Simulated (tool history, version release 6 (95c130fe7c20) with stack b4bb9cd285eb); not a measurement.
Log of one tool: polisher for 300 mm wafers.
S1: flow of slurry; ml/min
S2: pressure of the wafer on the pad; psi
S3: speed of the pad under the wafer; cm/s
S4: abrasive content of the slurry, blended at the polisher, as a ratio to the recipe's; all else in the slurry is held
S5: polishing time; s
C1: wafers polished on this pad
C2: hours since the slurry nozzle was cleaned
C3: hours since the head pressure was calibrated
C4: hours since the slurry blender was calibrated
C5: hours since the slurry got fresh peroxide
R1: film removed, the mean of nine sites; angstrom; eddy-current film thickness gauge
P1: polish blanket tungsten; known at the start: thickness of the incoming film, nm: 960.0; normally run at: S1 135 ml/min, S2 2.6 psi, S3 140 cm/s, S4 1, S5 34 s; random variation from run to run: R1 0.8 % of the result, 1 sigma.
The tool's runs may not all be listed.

run	hour	S1	S2	S3	S4	S5	C1	C2	C3	C4	C5	R1
1	9.1	135	2.6	140	1	34	498	336	688.5	143.4	56.3	1453.2
2	17.2	205	2.6	140	1	34	633	344.1	696.6	151.5	64.4	1555.6
3	34.5	100	2.6	140	1	34	922	361.4	713.9	168.8	81.7	1364.8
4	45.1	135	2.6	140	1	34	1099	372	724.5	179.4	92.3	1462.7
5	62.8	135	2.6	140	0.65	34	1395	389.7	742.2	197.1	110	1327
6	73.8	135	4	140	1	34	1579	400.7	753.2	208.1	121	2229.8
7	90.6	135	2.6	140	1	34	1860	417.5	770	224.9	137.8	1448.8
8	104	135	1.2	140	1	34	2084	430.9	783.4	238.3	151.2	670.6
# hour 118: slurry nozzle cleaned
9	120.7	135	2.6	188	1	34	2363	2.8	800.1	255	167.9	1942.6
10	136.5	135	4	140	1.25	34	2627	18.6	815.9	270.8	183.7	2384.2
11	151.8	135	2.6	140	1	34	2882	33.9	831.2	286.1	199	1464.6
12	167.3	135	2.6	140	1	51	3141	49.4	846.7	301.6	214.5	2165.3
13	184.2	135	2.6	140	1	34	3424	66.3	863.6	318.5	231.4	1471.6
14	193.1	95	2.6	216	1	34	3572	75.2	872.5	327.4	240.3	2063.6
15	209.7	135	2.6	206	0.7	34	3850	91.8	889.1	344	256.9	1970.8
# hour 213.4: slurry tank refilled with fresh slurry and peroxide
16	222	135	2.6	140	1	34	4055	104.1	901.4	356.3	8.6	1439
17	233.7	135	2.6	140	1.5	34	4251	115.8	913.1	368	20.3	1610
18	243	135	2.6	140	1	25	4406	125.1	922.4	377.3	29.6	1073
19	253.6	135	2.6	64	1	34	4583	135.7	933	387.9	40.2	676.45
20	269.3	135	2.6	140	1	34	4846	151.4	948.7	403.6	55.9	1462.8
21	283	135	2.6	140	1	34	5075	165.1	962.4	417.3	69.6	1422
22	294.7	135	2.6	140	1	34	5270	176.8	974.1	429	81.3	1364.4
23	305.5	135	2.6	140	1	34	5451	187.6	984.9	439.8	92.1	1379.5
24	319.1	135	2.6	140	1	34	5678	201.2	998.5	453.4	105.7	1367.3
25	329.8	135	2.6	140	1	34	5857	211.9	1009.2	464.1	116.4	1370.9
# hour 332.1: worn pad replaced by a new one
# hour 332.3: head pressure recalibrated
26	340.1	135	2.6	140	1	34	133	222.2	7.8	474.4	126.7	1332.7
27	355.8	135	2.6	140	1	34	396	237.9	23.5	490.1	142.4	1355.7
# hour 363.4: slurry tank refilled with fresh slurry and peroxide
28	367.5	135	2.6	140	1	34	591	249.6	35.2	501.8	4.2	1311.8
29	380.7	135	2.6	140	1	34	812	262.8	48.4	515	17.4	1316.1
30	389.8	135	2.6	140	1	34	964	271.9	57.5	524.1	26.5	1322.7
31	406.6	135	2.6	140	1	34	1244	288.7	74.3	540.9	43.3	1323.2

What P1 gives has crept away from where it was. These 2 causes fit the log equally well, each at the size given:
A: slurry flow missing at the pad, % = 32.4
B: abrasive missing from the slurry, % = 31.9
The creep began at about hour 269.3.
Why every other cause is out:
removal rate lost through wear of the pad, %: serviced at hour 332.1, which brought nothing back
head's pressure below its setpoint, %: serviced at hour 332.3, which brought nothing back
peroxide lost from the slurry, %: serviced at hour 363.4, which brought nothing back

4 check runs are offered, each on 5 wafers whose results are averaged, their results left as question marks. Which one tells the causes apart?
check 1	423.4	135	1.3	140	1.35	34						?
check 2	423.4	135	1.9	64	1	34						?
check 3	423.4	200	2.6	94	1	34						?
check 4	423.4	135	3.9	140	0.65	34						?

What each check would give under each cause:
check	result	if A	if B
check 1	R1	715.21	713.31
check 2	R1	444.66	444.66
check 3	R1	977.31	951.44
check 4	R1	1807.1	1814.3
How far apart the two closest causes lie, in the result that separates them most: check 1 0.27 %; check 2 0 %; check 3 2.68 %; check 4 0.4 %
Only check 3 tells the causes apart: in the others they would give nearly the same result.

Then check 3 was run and gave: R1 946.62 angstrom. Which cause is it?

It is B: abrasive missing from the slurry, %.
